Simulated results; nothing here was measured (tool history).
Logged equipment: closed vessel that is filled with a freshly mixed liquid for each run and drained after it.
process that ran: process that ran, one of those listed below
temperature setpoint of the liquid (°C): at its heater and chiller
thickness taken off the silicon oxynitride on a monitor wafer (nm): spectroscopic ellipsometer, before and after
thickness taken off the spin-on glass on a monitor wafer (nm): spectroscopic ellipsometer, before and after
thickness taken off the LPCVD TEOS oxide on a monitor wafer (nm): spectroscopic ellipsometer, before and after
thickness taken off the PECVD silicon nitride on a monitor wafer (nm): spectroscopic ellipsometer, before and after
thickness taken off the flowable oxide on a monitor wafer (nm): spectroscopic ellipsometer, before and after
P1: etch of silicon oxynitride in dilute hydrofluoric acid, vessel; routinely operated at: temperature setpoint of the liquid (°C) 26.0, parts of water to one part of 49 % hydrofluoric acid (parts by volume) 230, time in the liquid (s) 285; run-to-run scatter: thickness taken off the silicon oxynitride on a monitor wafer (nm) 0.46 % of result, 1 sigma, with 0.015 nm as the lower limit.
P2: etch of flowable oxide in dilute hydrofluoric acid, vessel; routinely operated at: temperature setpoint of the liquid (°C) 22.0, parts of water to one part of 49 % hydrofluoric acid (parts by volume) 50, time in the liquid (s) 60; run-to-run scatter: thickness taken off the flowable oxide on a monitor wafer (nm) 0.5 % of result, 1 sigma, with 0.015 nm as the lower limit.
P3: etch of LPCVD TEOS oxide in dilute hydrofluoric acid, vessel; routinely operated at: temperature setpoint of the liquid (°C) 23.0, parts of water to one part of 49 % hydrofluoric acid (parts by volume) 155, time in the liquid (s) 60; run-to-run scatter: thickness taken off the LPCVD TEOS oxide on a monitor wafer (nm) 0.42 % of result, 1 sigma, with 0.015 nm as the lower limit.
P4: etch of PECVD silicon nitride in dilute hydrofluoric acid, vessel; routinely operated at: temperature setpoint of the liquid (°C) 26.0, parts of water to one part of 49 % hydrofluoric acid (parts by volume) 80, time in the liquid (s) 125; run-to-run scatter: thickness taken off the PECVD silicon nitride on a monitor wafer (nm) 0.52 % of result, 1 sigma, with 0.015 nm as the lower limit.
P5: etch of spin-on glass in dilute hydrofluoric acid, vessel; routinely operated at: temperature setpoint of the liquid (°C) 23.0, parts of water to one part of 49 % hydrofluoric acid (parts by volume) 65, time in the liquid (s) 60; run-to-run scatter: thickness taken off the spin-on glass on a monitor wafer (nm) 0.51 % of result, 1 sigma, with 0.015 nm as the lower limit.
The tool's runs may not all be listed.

run,hour,process that ran,temperature setpoint of the liquid (°C),parts of water to one part of 49 % hydrofluoric acid (parts by volume),time in the liquid (s),hours since the thermometer was replaced,hours since the hydrofluoric acid flow meter was replaced,thickness taken off the silicon oxynitride on a monitor wafer (nm),thickness taken off the spin-on glass on a monitor wafer (nm),thickness taken off the LPCVD TEOS oxide on a monitor wafer (nm),thickness taken off the PECVD silicon nitride on a monitor wafer (nm),thickness taken off the flowable oxide on a monitor wafer (nm)
1,8.6,P1,26.0,230,285,277.1,653.3,4.63040,,,,
2,17.4,P5,23.0,65,60,285.9,662.1,,28.625,,,
3,31.6,P3,17.0,155,60,300.1,676.3,,,9.0417,,
4,46.1,P1,26.0,230,285,314.6,690.8,4.64000,,,,
5,58.5,P5,27.0,65,60,327.0,703.2,,33.306,,,
6,66.5,P4,26.0,80,35,335.0,711.2,,,,1.5339,
7,73.6,P1,26.0,230,35,342.1,718.3,0.56682,,,,
8,80.5,P2,22.0,20,60,349.0,725.2,,,,,80.731
9,88.2,P1,26.0,230,285,356.7,732.9,4.60120,,,,
10,99.6,P1,26.0,230,285,368.1,744.3,4.62950,,,,
11,106.3,P2,22.0,50,60,374.8,751.0,,,,,30.898
12,118.3,P1,26.0,230,285,386.8,763.0,4.58390,,,,
13,132.4,P4,26.0,30,125,400.9,777.1,,,,14.2890,
14,140.4,P5,23.0,30,60,408.9,785.1,,64.118,,,
15,146.8,P3,23.0,255,60,415.3,791.5,,,6.2838,,
16,153.5,P3,23.0,155,30,422.0,798.2,,,5.7428,,
17,162.8,P4,26.0,80,125,431.3,807.5,,,,5.5317,
18,170.7,P1,26.0,40,285,439.2,815.4,31.40400,,,,
19,180.2,P1,22.5,140,285,448.7,824.9,6.94650,,,,
20,193.1,P3,23.0,155,60,461.6,837.8,,,11.4280,,
21,204.4,P2,22.0,50,110,472.9,849.1,,,,,56.510
22,212.6,P1,26.0,230,555,481.1,857.3,9.02450,,,,
23,223.4,P5,23.0,65,60,491.9,868.1,,28.179,,,
24,237.2,P4,33.5,80,125,505.7,881.9,,,,8.7713,
25,247.1,P1,21.0,100,285,515.6,891.8,9.35450,,,,
26,253.6,P1,26.0,410,285,522.1,898.3,2.29900,,,,
27,265.3,P2,26.0,50,60,533.8,910.0,,,,,36.450
28,275.6,P1,21.5,230,285,544.1,920.3,3.74780,,,,
29,285.4,P5,23.0,65,110,553.9,930.1,,52.129,,,
30,291.7,P1,34.0,230,285,560.2,936.4,6.42990,,,,
31,301.9,P2,22.0,50,60,570.4,946.6,,,,,30.685
32,315.9,P1,26.0,230,285,584.4,960.6,4.61050,,,,
33,325.6,P1,26.0,230,285,594.1,970.3,4.73770,,,,
34,339.5,P1,26.0,230,285,608.0,984.2,4.88390,,,,
35,353.6,P1,26.0,230,285,622.1,998.3,4.92760,,,,
36,366.9,P1,26.0,230,285,635.4,1011.6,4.97180,,,,
37,379.1,P1,26.0,230,285,647.6,1023.8,5.02150,,,,
38,389.2,P1,26.0,230,285,657.7,1033.9,5.02380,,,,
39,398.8,P1,26.0,230,285,667.3,1043.5,5.02950,,,,
40,408.5,P1,26.0,230,285,677.0,1053.2,5.06010,,,,
41,418.2,P1,26.0,230,285,686.7,1062.9,5.05570,,,,

Run 42 is up next; what results do you expect?
42,425.1,P1,26.0,230,285,693.6,1069.8,?,,,,

Logged for run 42: thickness taken off the silicon oxynitride on a monitor wafer (nm) 5.06900.
